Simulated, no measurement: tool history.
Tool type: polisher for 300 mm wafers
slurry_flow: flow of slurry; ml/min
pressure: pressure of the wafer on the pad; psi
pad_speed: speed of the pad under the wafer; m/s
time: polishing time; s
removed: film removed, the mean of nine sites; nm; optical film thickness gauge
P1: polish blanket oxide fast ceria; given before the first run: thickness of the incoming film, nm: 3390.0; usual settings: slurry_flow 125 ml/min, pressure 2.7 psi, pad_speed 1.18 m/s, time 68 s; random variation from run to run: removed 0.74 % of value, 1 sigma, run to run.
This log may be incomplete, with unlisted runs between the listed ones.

run	hour	slurry_flow	pressure	pad_speed	time	wafers polished on this pad	hours since the slurry nozzle was cleaned	hours since the head pressure was calibrated	removed
1	6.1	125	2.7	1.18	68	205	253.4	276.9	1344.2
2	12.5	125	4	1.18	68	279	259.8	283.3	1991.6
3	19	75	2.7	1.18	68	353	266.3	289.8	1166.6
4	22.3	125	2.7	1.18	68	391	269.6	293.1	1332.4
5	29.4	125	2.7	1.18	68	472	276.7	300.2	1323.6
6	36.3	125	2.7	1.8	97	551	283.6	307.1	2922.4
7	42.5	125	2.7	1.18	47	622	289.8	313.3	928.17
8	49.7	125	2.7	0.54	68	705	297	320.5	605.72
9	53.7	125	2.7	1.18	68	751	301	324.5	1338.5
10	60.1	125	2.7	1.18	108	824	307.4	330.9	2118.1
11	65.1	170	2.7	1.18	68	881	312.4	335.9	1403.1
12	68.4	165	2.7	1.18	48	919	315.7	339.2	995.33
13	73.7	125	1.2	1.18	68	980	321	344.5	586.31
14	79.5	125	2.7	1.86	68	1046	326.8	350.3	2099.9
15	82.9	125	2.7	1.18	68	1085	330.2	353.7	1355.2
16	89	125	2.7	1.18	68	1155	336.3	359.8	1317.6
17	95	125	2.7	1.18	68	1224	342.3	365.8	1348.3
18	100.7	125	2.7	1.18	68	1289	348	371.5	1261.8
19	107.1	125	2.7	1.18	68	1362	354.4	377.9	1245.6
20	113.1	125	2.7	1.18	68	1431	360.4	383.9	1232
# hour 117.5: head pressure recalibrated
21	118	125	2.7	1.18	68	1487	365.3	0.5	1240.1
22	122.6	125	2.7	1.18	68	1540	369.9	5.1	1221.3
23	126.6	125	2.7	1.18	68	1586	373.9	9.1	1200
24	131.7	125	2.7	1.18	68	1644	379	14.2	1227.4
25	137.9	125	2.7	1.18	68	1715	385.2	20.4	1212.3

What P1 gives has crept away from where it was. These 2 causes fit the log equally well, each at the size given:
A: removal rate lost through wear of the pad, % = 9.64
B: slurry flow missing at the pad, % = 33.6
The drift started at roughly hour 95.
Excluded causes, each with its reason:
head's pressure below its setpoint, %: serviced after onset, at hour 117.5, with no recovery of the prior output

Of the 4 check runs below, each run on 2 wafers with the results averaged and each result still a question mark, which one would tell the listed causes apart?
check 1	144.1	125	4	1.78	68				?
check 2	144.1	85	2.7	1.18	105				?
check 3	144.1	125	1.3	1.18	94				?
check 4	144.1	125	3.5	0.56	68				?

Predicted outcomes, by check and by cause:
check	result	if A	if B
check 1	removed	2699.8	2700.2
check 2	removed	1697.6	1632.1
check 3	removed	804.08	804.19
check 4	removed	743.21	743.31
Smallest distance between any two causes, each pair judged by its most separating result, in per cent: check 1 0.01 %; check 2 3.93 %; check 3 0.01 %; check 4 0.01 %
Check 2 tells the causes apart: in the others they would give nearly the same result.

The results of check 2 are: removed 1709.5 nm. Based on these, which of the listed causes is it?

The correct cause is A, namely: removal rate lost through wear of the pad, %.

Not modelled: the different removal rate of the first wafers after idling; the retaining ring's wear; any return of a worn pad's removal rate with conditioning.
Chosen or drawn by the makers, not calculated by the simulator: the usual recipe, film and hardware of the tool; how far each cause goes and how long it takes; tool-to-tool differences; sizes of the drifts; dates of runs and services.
